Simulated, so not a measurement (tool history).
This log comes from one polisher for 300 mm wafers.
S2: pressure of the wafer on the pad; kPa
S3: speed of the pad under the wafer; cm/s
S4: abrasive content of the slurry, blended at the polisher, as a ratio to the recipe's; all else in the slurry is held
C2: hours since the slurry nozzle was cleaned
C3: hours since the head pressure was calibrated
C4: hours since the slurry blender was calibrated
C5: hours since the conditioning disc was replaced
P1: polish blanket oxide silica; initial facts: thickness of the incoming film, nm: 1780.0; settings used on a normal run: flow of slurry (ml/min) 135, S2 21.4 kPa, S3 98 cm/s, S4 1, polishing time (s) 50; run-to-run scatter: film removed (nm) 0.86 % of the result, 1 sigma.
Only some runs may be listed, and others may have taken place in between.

{"run": 1, "day": 0.379, "flow of slurry (ml/min)": 135, "S2": 21.4, "S3": 98, "S4": 1, "polishing time (s)": 50, "wafers polished on this pad": 805, "C2": 186.2, "C3": 475.7, "C4": 42.3, "C5": 118.2, "film removed (nm)": 105.13}
{"run": 2, "day": 0.604, "flow of slurry (ml/min)": 135, "S2": 33.8, "S3": 98, "S4": 1, "polishing time (s)": 50, "wafers polished on this pad": 891, "C2": 191.6, "C3": 481.1, "C4": 47.7, "C5": 123.6, "film removed (nm)": 170.74}
{"run": 3, "day": 0.996, "flow of slurry (ml/min)": 135, "S2": 21.4, "S3": 98, "S4": 1, "polishing time (s)": 50, "wafers polished on this pad": 1042, "C2": 201, "C3": 490.5, "C4": 57.1, "C5": 133, "film removed (nm)": 105.21}
{"run": 4, "day": 1.242, "flow of slurry (ml/min)": 170, "S2": 21.4, "S3": 64, "S4": 1, "polishing time (s)": 50, "wafers polished on this pad": 1137, "C2": 206.9, "C3": 496.4, "C4": 63, "C5": 138.9, "film removed (nm)": 78.452}
{"run": 5, "day": 1.504, "flow of slurry (ml/min)": 135, "S2": 31, "S3": 98, "S4": 1.4, "polishing time (s)": 50, "wafers polished on this pad": 1238, "C2": 213.2, "C3": 502.7, "C4": 69.3, "C5": 145.2, "film removed (nm)": 175.34}
{"run": 6, "day": 1.746, "flow of slurry (ml/min)": 135, "S2": 21.4, "S3": 98, "S4": 1, "polishing time (s)": 77, "wafers polished on this pad": 1332, "C2": 219, "C3": 508.5, "C4": 75.1, "C5": 151, "film removed (nm)": 163.42}
{"run": 7, "day": 2.158, "flow of slurry (ml/min)": 135, "S2": 21.4, "S3": 98, "S4": 0.5, "polishing time (s)": 50, "wafers polished on this pad": 1491, "C2": 228.9, "C3": 518.4, "C4": 85, "C5": 160.9, "film removed (nm)": 72.425}
{"run": 8, "day": 2.371, "flow of slurry (ml/min)": 135, "S2": 21.4, "S3": 98, "S4": 1, "polishing time (s)": 50, "wafers polished on this pad": 1572, "C2": 234, "C3": 523.5, "C4": 90.1, "C5": 166, "film removed (nm)": 107.01}
{"run": 9, "day": 2.85, "flow of slurry (ml/min)": 80, "S2": 21.4, "S3": 98, "S4": 1, "polishing time (s)": 50, "wafers polished on this pad": 1757, "C2": 245.5, "C3": 535, "C4": 101.6, "C5": 177.5, "film removed (nm)": 92.319}
{"run": 10, "day": 3.092, "flow of slurry (ml/min)": 135, "S2": 9.7, "S3": 98, "S4": 1, "polishing time (s)": 50, "wafers polished on this pad": 1850, "C2": 251.3, "C3": 540.8, "C4": 107.4, "C5": 183.3, "film removed (nm)": 47.302}
{"day": 3.246, "done": "slurry blender recalibrated"}
{"run": 11, "day": 3.433, "flow of slurry (ml/min)": 135, "S2": 21.4, "S3": 98, "S4": 1, "polishing time (s)": 22, "wafers polished on this pad": 1982, "C2": 259.5, "C3": 549, "C4": 4.6, "C5": 191.5, "film removed (nm)": 46.724}
{"run": 12, "day": 3.721, "flow of slurry (ml/min)": 175, "S2": 21.4, "S3": 98, "S4": 1, "polishing time (s)": 50, "wafers polished on this pad": 2093, "C2": 266.4, "C3": 555.9, "C4": 11.5, "C5": 198.4, "film removed (nm)": 110.58}
{"run": 13, "day": 4.188, "flow of slurry (ml/min)": 135, "S2": 21.4, "S3": 98, "S4": 1, "polishing time (s)": 50, "wafers polished on this pad": 2273, "C2": 277.6, "C3": 567.1, "C4": 22.7, "C5": 209.6, "film removed (nm)": 104.93}
{"run": 14, "day": 4.604, "flow of slurry (ml/min)": 135, "S2": 10.3, "S3": 142, "S4": 1, "polishing time (s)": 50, "wafers polished on this pad": 2433, "C2": 287.6, "C3": 577.1, "C4": 32.7, "C5": 219.6, "film removed (nm)": 68.23}
{"run": 15, "day": 4.867, "flow of slurry (ml/min)": 135, "S2": 21.4, "S3": 98, "S4": 1.25, "polishing time (s)": 50, "wafers polished on this pad": 2535, "C2": 293.9, "C3": 583.4, "C4": 39, "C5": 225.9, "film removed (nm)": 113.44}
{"run": 16, "day": 5.162, "flow of slurry (ml/min)": 135, "S2": 21.4, "S3": 98, "S4": 1, "polishing time (s)": 50, "wafers polished on this pad": 2649, "C2": 301, "C3": 590.5, "C4": 46.1, "C5": 233, "film removed (nm)": 104.39}
{"run": 17, "day": 5.388, "flow of slurry (ml/min)": 135, "S2": 21.4, "S3": 152, "S4": 1, "polishing time (s)": 50, "wafers polished on this pad": 2735, "C2": 306.4, "C3": 595.9, "C4": 51.5, "C5": 238.4, "film removed (nm)": 151.56}
{"run": 18, "day": 5.833, "flow of slurry (ml/min)": 135, "S2": 21.4, "S3": 66, "S4": 1, "polishing time (s)": 50, "wafers polished on this pad": 2907, "C2": 317.1, "C3": 606.6, "C4": 62.2, "C5": 249.1, "film removed (nm)": 76.618}
{"run": 19, "day": 6.292, "flow of slurry (ml/min)": 135, "S2": 21.4, "S3": 98, "S4": 1, "polishing time (s)": 50, "wafers polished on this pad": 3084, "C2": 328.1, "C3": 617.6, "C4": 73.2, "C5": 260.1, "film removed (nm)": 105.88}
{"run": 20, "day": 6.6, "flow of slurry (ml/min)": 135, "S2": 21.4, "S3": 98, "S4": 1, "polishing time (s)": 50, "wafers polished on this pad": 3203, "C2": 335.5, "C3": 625, "C4": 80.6, "C5": 267.5, "film removed (nm)": 102.76}
{"run": 21, "day": 7.062, "flow of slurry (ml/min)": 135, "S2": 21.4, "S3": 98, "S4": 1, "polishing time (s)": 50, "wafers polished on this pad": 3381, "C2": 346.6, "C3": 636.1, "C4": 91.7, "C5": 278.6, "film removed (nm)": 99.923}
{"run": 22, "day": 7.4, "flow of slurry (ml/min)": 135, "S2": 21.4, "S3": 98, "S4": 1, "polishing time (s)": 50, "wafers polished on this pad": 3511, "C2": 354.7, "C3": 644.2, "C4": 99.8, "C5": 286.7, "film removed (nm)": 98.586}
{"run": 23, "day": 7.638, "flow of slurry (ml/min)": 135, "S2": 21.4, "S3": 98, "S4": 1, "polishing time (s)": 50, "wafers polished on this pad": 3603, "C2": 360.4, "C3": 649.9, "C4": 105.5, "C5": 292.4, "film removed (nm)": 96.446}
{"day": 7.704, "done": "conditioning disc replaced and pad reconditioned"}
{"run": 24, "day": 7.979, "flow of slurry (ml/min)": 135, "S2": 21.4, "S3": 98, "S4": 1, "polishing time (s)": 50, "wafers polished on this pad": 3734, "C2": 368.6, "C3": 658.1, "C4": 113.7, "C5": 6.6, "film removed (nm)": 96.479}

What does the tool deliver on the next run?
{"run": 25, "day": 8.362, "flow of slurry (ml/min)": 135, "S2": 21.4, "S3": 98, "S4": 1, "polishing time (s)": 50, "wafers polished on this pad": 3882, "C2": 377.8, "C3": 667.3, "C4": 122.9, "C5": 15.8, "film removed (nm)": "?"}

film removed (nm): 96.299
